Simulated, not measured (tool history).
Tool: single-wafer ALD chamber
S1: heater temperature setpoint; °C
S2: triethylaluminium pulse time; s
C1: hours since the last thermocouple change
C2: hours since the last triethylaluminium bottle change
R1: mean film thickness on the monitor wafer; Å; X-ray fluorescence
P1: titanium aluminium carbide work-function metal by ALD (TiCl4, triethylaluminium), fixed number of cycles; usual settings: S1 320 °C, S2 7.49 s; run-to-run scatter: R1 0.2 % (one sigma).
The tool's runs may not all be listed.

run 1 hour=4.7 | S1=320 S2=7.49 | C1=777.6 C2=1137.0 | R1=20.573
run 2 hour=7.8 | S1=301 S2=7.49 | C1=780.7 C2=1140.1 | R1=18.994
run 3 hour=10.4 | S1=320 S2=7.49 | C1=783.3 C2=1142.7 | R1=20.581
-- hour=11.1 thermocouple changed; heater temperature recalibrated
run 4 hour=13.6 | S1=342 S2=3.18 | C1=2.6 C2=1145.9 | R1=16.194
run 5 hour=16.6 | S1=342 S2=7.49 | C1=5.6 C2=1148.9 | R1=22.382
run 6 hour=19.6 | S1=320 S2=3.65 | C1=8.6 C2=1151.9 | R1=15.924
run 7 hour=24.0 | S1=320 S2=7.49 | C1=13.0 C2=1156.3 | R1=20.459
run 8 hour=27.8 | S1=320 S2=7.49 | C1=16.8 C2=1160.1 | R1=20.541
run 9 hour=30.8 | S1=320 S2=7.49 | C1=19.8 C2=1163.1 | R1=20.556
run 10 hour=33.4 | S1=320 S2=7.49 | C1=22.4 C2=1165.7 | R1=20.602
run 11 hour=37.4 | S1=320 S2=10.97 | C1=26.4 C2=1169.7 | R1=21.730
run 12 hour=40.1 | S1=320 S2=7.49 | C1=29.1 C2=1172.4 | R1=20.540
run 13 hour=43.6 | S1=320 S2=7.49 | C1=32.6 C2=1175.9 | R1=20.556
run 14 hour=46.4 | S1=320 S2=7.49 | C1=35.4 C2=1178.7 | R1=20.357
run 15 hour=51.5 | S1=320 S2=7.49 | C1=40.5 C2=1183.8 | R1=20.244
run 16 hour=56.4 | S1=320 S2=7.49 | C1=45.4 C2=1188.7 | R1=20.157
run 17 hour=59.4 | S1=320 S2=7.49 | C1=48.4 C2=1191.7 | R1=20.084
run 18 hour=63.4 | S1=320 S2=7.49 | C1=52.4 C2=1195.7 | R1=20.106
run 19 hour=66.0 | S1=320 S2=7.49 | C1=55.0 C2=1198.3 | R1=20.124

The next listed run, before its measurement:
run 20 hour=68.7 | S1=320 S2=7.49 | C1=57.7 C2=1201.0 | R1=?

R1: 20.076 Å
